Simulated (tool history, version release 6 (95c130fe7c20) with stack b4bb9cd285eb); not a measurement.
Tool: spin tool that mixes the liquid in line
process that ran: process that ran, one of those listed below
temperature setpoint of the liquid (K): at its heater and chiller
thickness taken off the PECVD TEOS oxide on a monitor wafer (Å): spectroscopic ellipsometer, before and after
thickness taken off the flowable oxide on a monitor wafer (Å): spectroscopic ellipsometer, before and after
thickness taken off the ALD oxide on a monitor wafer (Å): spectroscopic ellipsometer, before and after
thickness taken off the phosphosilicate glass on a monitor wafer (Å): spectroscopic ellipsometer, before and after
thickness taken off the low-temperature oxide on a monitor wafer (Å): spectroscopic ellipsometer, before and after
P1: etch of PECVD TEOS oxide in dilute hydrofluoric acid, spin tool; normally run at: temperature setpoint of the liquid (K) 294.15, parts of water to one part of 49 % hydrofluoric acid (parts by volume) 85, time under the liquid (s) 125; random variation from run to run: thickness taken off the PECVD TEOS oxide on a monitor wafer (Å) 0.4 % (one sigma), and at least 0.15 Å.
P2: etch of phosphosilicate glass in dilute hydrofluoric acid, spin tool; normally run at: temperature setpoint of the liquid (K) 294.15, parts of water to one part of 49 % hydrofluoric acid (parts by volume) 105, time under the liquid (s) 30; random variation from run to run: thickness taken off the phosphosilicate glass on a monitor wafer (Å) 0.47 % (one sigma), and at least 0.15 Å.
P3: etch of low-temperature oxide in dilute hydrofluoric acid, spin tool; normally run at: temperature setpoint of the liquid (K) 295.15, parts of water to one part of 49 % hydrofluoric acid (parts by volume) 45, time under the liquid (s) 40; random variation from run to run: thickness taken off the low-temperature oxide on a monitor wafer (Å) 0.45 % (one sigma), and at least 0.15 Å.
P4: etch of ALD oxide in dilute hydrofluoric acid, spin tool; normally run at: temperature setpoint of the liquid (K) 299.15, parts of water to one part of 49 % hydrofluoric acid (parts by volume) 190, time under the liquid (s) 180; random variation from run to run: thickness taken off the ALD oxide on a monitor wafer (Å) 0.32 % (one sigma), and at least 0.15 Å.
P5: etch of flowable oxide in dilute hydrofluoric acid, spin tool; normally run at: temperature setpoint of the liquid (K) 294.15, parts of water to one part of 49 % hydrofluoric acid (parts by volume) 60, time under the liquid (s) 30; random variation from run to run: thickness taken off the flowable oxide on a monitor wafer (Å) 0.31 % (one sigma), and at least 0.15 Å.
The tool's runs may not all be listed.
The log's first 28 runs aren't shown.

| run | hour | process that ran | temperature setpoint of the liquid (K) | parts of water to one part of 49 % hydrofluoric acid (parts by volume) | time under the liquid (s) | hours since the thermometer was replaced | hours since the hydrofluoric acid flow meter was replaced | thickness taken off the PECVD TEOS oxide on a monitor wafer (Å) | thickness taken off the flowable oxide on a monitor wafer (Å) | thickness taken off the ALD oxide on a monitor wafer (Å) | thickness taken off the phosphosilicate glass on a monitor wafer (Å) | thickness taken off the low-temperature oxide on a monitor wafer (Å) |
|---|---|---|---|---|---|---|---|---|---|---|---|---|
| 29 | 271.9 | P1 | 294.15 | 85 | 125 | 1470.9 | 1253.6 | 312.67 |  |  |  |  |
| 30 | 283.9 | P2 | 301.15 | 105 | 30 | 1482.9 | 1265.6 |  |  |  | 353.45 |  |
| 31 | 291.2 | P1 | 294.15 | 50 | 125 | 1490.2 | 1272.9 | 551.35 |  |  |  |  |
| 32 | 301.1 | P1 | 290.15 | 85 | 125 | 1500.1 | 1282.8 | 264.71 |  |  |  |  |
| 33 | 311.3 | P5 | 294.15 | 60 | 30 | 1510.3 | 1293.0 |  | 190.750 |  |  |  |
| 34 | 317.0 | P3 | 295.15 | 60 | 40 | 1516.0 | 1298.7 |  |  |  |  | 67.141 |
| 35 | 323.9 | P4 | 299.15 | 190 | 15 | 1522.9 | 1305.6 |  |  | 16.178 |  |  |
| 36 | 335.0 | P1 | 294.15 | 85 | 125 | 1534.0 | 1316.7 | 311.05 |  |  |  |  |
| 37 | 346.7 | P1 | 294.15 | 85 | 125 | 1545.7 | 1328.4 | 323.64 |  |  |  |  |
| 38 | 358.9 | P1 | 294.15 | 85 | 125 | 1557.9 | 1340.6 | 328.53 |  |  |  |  |
| 39 | 367.8 | P1 | 294.15 | 85 | 125 | 1566.8 | 1349.5 | 335.17 |  |  |  |  |
| 40 | 376.9 | P1 | 294.15 | 85 | 125 | 1575.9 | 1358.6 | 333.14 |  |  |  |  |
| 41 | 383.7 | P1 | 294.15 | 85 | 125 | 1582.7 | 1365.4 | 334.99 |  |  |  |  |
| 42 | 394.1 | P1 | 294.15 | 85 | 125 | 1593.1 | 1375.8 | 335.93 |  |  |  |  |

Forecast run 43:
| 43 | 399.8 | P1 | 294.15 | 85 | 125 | 1598.8 | 1381.5 | ? |  |  |  |  |

{"run 43": {"thickness taken off the PECVD TEOS oxide on a monitor wafer (Å)": 334.36}}

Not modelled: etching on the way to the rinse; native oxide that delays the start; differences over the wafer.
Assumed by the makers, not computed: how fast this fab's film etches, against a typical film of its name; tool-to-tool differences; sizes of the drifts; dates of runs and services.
